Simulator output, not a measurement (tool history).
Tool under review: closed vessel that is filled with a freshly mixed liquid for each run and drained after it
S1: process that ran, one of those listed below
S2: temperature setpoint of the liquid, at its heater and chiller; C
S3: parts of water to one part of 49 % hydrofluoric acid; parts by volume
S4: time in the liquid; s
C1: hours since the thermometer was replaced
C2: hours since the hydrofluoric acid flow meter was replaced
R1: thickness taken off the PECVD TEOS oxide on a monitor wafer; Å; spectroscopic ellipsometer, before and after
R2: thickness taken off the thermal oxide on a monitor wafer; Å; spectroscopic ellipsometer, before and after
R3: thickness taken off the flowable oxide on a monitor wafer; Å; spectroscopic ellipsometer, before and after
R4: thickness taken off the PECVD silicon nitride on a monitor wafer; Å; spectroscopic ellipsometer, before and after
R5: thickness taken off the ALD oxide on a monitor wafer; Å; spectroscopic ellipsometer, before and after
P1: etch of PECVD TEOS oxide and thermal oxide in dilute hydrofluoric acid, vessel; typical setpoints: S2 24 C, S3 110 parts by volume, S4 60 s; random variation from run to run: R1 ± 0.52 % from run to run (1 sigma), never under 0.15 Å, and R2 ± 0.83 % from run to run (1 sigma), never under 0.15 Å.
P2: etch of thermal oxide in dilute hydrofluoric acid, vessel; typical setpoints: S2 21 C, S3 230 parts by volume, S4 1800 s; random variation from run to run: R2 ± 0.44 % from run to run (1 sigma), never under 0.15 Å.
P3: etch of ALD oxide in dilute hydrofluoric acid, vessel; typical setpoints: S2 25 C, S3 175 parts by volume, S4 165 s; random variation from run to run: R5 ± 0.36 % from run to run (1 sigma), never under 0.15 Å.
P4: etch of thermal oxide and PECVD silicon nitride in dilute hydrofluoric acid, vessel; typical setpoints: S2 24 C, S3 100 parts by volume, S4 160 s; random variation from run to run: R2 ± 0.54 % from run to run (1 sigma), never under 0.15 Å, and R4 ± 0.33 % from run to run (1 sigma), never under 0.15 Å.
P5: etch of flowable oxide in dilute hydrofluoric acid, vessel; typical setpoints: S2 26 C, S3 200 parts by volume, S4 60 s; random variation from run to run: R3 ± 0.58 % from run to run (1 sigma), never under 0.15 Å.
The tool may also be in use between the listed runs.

run,day,S1,S2,S3,S4,C1,C2,R1,R2,R3,R4,R5
1,0.375,P1,24,110,60,1938.1,171.9,156.42,24.862,,,
2,0.754,P5,26,200,35,1947.2,181,,,68.218,,
3,1.292,P5,26,200,60,1960.1,193.9,,,116.94,,
4,1.817,P2,21,230,425,1972.7,206.5,,66.822,,,
5,2.079,P4,19.5,100,160,1979,212.8,,66.785,,68.285,
6,2.55,P3,25,300,165,1990.3,224.1,,,,,104.16
7,2.971,P1,24,110,85,2000.4,234.2,221.88,35.195,,,
8,3.504,P5,26,40,60,2013.2,247,,,710.51,,
9,3.942,P1,24,110,30,2023.7,257.5,77.188,12.579,,,
10,4.196,P2,17,230,1800,2029.8,263.6,,240.77,,,
11,4.633,P3,21,175,165,2040.3,274.1,,,,,174.64
12,5.038,P4,24,100,80,2050,283.8,,40.006,,46.342,
13,5.271,P3,25,175,165,2055.6,289.4,,,,,204.75
14,5.792,P4,24,100,160,2068.1,301.9,,81.389,,91.848,
15,6.125,P2,21,45,1800,2076.1,309.9,,1765.1,,,
16,6.596,P2,21,230,1800,2087.4,321.2,,279.92,,,
17,7.104,P1,29.5,195,60,2099.6,333.4,97.874,15.508,,,
18,7.45,P1,24,110,60,2107.9,341.7,155.08,24.837,,,
19,7.929,P1,24,110,60,2119.4,353.2,157.34,24.424,,,
20,8.25,P1,24,30,60,2127.1,360.9,634.72,101.77,,,
21,8.717,P5,19.5,200,60,2138.3,372.1,,,90.543,,
22,9.208,P3,25,175,30,2150.1,383.9,,,,,37.634
23,9.55,P4,24,150,160,2158.3,392.1,,51.047,,61.049,
24,10.025,P1,31.5,110,60,2169.7,403.5,208.12,33.238,,,
25,10.479,P1,17,110,60,2180.6,414.4,117.88,18.963,,,
26,10.921,P1,24,110,60,2191.2,425,155.49,24.759,,,
27,11.396,P1,24,110,60,2202.6,436.4,155.91,24.873,,,
28,11.808,P1,24,110,60,2212.5,446.3,155.4,24.624,,,
29,12.329,P2,21,230,1800,2225,458.8,,281.08,,,
30,12.762,P3,25,175,165,2235.4,469.2,,,,,204.34
31,13.183,P1,24,195,60,2245.5,479.3,79.705,12.82,,,
32,13.438,P1,24,110,60,2251.6,485.4,155.02,24.752,,,
33,13.717,P1,24,110,60,2258.3,492.1,158.3,25.624,,,
34,14.217,P1,24,110,60,2270.3,504.1,163.4,25.882,,,
35,14.592,P1,24,110,60,2279.3,513.1,166.59,26.491,,,
36,14.921,P1,24,110,60,2287.2,521,167.01,26.734,,,
37,15.188,P1,24,110,60,2293.6,527.4,169.13,26.154,,,
38,15.5,P1,24,110,60,2301.1,534.9,169.13,27.183,,,
39,15.933,P1,24,110,60,2311.5,545.3,169.46,26.861,,,
40,16.279,P1,24,110,60,2319.8,553.6,170.38,26.753,,,
41,16.7,P1,24,110,60,2329.9,563.7,169.98,27.232,,,
42,17.158,P1,24,110,60,2340.9,574.7,171.16,27.425,,,
43,17.425,P1,24,110,60,2347.3,581.1,172.6,26.928,,,

P1 has crept away from where it was. The log is fitted equally well by each of these 2 causes, at the sizes shown:
A: liquid hotter than its thermometer reads (K) = 2.37
B: hydrofluoric acid flow above the setpoint (%) = 8.51
The drift started at roughly day 13.438.

Question marks stand in for the results of the 4 check runs listed below, each run on one wafer. Under which run would the listed causes show clearly different results?
check 1,17.692,P3,22,175,45,,,,,,,?
check 2,17.692,P2,21,230,510,,,,?,,,
check 3,17.692,P4,24,140,160,,,,?,,?,
check 4,17.692,P5,20,80,60,,,,,?,,

Expected result of each check under each candidate cause:
check,result,if A,if B
check 1,R5,54.385,54.736
check 2,R2,86.966,87.987
check 3,R2,60.35,60.611
check 3,R4,76.748,71.473
check 4,R3,291.96,289.42
Separation of the two closest causes in each check, using whichever result separates them best: check 1 0.64 %; check 2 1.17 %; check 3 7.12 %; check 4 0.88 %
Check 3 is the one run that separates the causes; every other check would come out nearly the same whichever cause is at work.

After running check 3, the following was obtained: R2 60.515 Å; R4 76.736 Å. Which cause does this point to?

The cause is A: liquid hotter than its thermometer reads (K).
